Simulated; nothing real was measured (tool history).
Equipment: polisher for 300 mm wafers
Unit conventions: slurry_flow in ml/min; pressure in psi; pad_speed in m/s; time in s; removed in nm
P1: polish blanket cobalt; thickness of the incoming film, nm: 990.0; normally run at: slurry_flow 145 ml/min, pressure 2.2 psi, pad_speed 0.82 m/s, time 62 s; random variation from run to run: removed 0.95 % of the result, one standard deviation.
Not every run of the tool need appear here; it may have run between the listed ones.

run	hour	slurry_flow	pressure	pad_speed	time	wafers polished on this pad	hours since the slurry nozzle was cleaned	hours since the head pressure was calibrated	removed
1	8.7	145	2.2	0.82	62	739	313	602.9	274.66
2	22.1	145	2.2	0.38	62	923	326.4	616.3	127.22
3	29.8	145	2.2	0.82	62	1029	334.1	624	275.9
4	38.9	145	3.5	0.82	62	1155	343.2	633.1	436.62
# hour 39.7: slurry nozzle cleaned
5	44.8	85	2.2	0.82	62	1236	5.1	639	242.78
6	57.3	200	2.2	0.82	62	1408	17.6	651.5	290.88
7	64.3	145	2.2	0.82	62	1505	24.6	658.5	277.97
8	75.1	145	2.2	1.2	62	1653	35.4	669.3	403.43
9	85.6	145	1	0.82	62	1798	45.9	679.8	125.89
10	95.3	145	2.2	0.82	62	1932	55.6	689.5	271.09
11	106.3	145	2.2	0.82	62	2083	66.6	700.5	272.55
# hour 116.3: worn pad replaced by a new one
12	117.4	210	2.2	0.82	97	16	77.7	711.6	450.29
13	125.5	195	1	0.82	62	127	85.8	719.7	133.03
14	136	145	2.2	0.82	62	272	96.3	730.2	276.14
15	144.4	145	2.2	0.82	88	387	104.7	738.6	392.08
# hour 154.6: head pressure recalibrated
16	157.7	145	2.2	0.82	34	571	118	3.2	150.62
17	167.1	145	2.2	0.82	62	700	127.4	12.6	272.09
18	177.5	145	2.2	0.82	62	843	137.8	23	274.06
19	187.2	145	2.2	0.82	62	977	147.5	32.7	266.45
20	200	145	2.2	0.82	62	1153	160.3	45.5	260.75
21	211.7	145	2.2	0.82	62	1315	172	57.2	256.47

Run 22 is up next; what results do you expect?
22	224.7	145	2.2	0.82	62	1494	185	70.2	?

Run 22 came out at removed 250.63 nm.
